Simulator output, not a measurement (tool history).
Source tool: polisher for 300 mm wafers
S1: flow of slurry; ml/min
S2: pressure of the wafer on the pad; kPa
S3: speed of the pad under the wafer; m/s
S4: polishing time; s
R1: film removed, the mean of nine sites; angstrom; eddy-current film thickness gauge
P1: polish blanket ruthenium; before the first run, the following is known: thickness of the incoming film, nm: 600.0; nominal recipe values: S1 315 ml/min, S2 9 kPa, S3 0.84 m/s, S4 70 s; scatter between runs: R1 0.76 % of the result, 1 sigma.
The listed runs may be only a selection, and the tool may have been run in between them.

run,hour,S1,S2,S3,S4,R1
1,9.9,315,9,0.84,70,383.74
2,18.6,315,9,0.84,70,373.72
3,27.2,460,9,1.08,70,508.1
4,33.9,315,9,0.84,70,378
5,44.9,315,12.4,0.84,103,786.92
6,57.8,315,9,0.84,46,252.9
7,71.1,315,9,1.22,70,558.16
8,81.2,315,9,0.84,70,379.19
9,90.4,315,9,0.52,70,238.55
10,100.8,200,9,0.84,70,368.19
11,112.5,315,9,0.84,70,380.97
12,123.1,315,9,0.84,108,591.88
13,136.2,315,9,0.84,70,380.12
14,142.3,315,14.5,0.84,70,613.26
15,154.6,315,9,0.84,70,374.95
16,163.6,315,4.1,0.84,70,176.91
17,174.5,440,9,0.84,70,384.33
18,183.2,315,9,0.84,70,379.43
19,192,315,9,0.84,70,377.22
20,199.9,315,9,0.84,70,378.32
21,212.1,315,9,0.84,70,368.18
# hour 222.5: head pressure recalibrated
22,223.2,315,9,0.84,70,372.74
23,234.7,315,9,0.84,70,369.67
24,246.8,315,9,0.84,70,363.08
25,259,315,9,0.84,70,360.61
26,266.3,315,9,0.84,70,362.39
27,279.4,315,9,0.84,70,367.18

Run 28, settings as shown, results not yet in. Your forecast:
28,292.4,315,9,0.84,70,?

R1: 363.28 angstrom
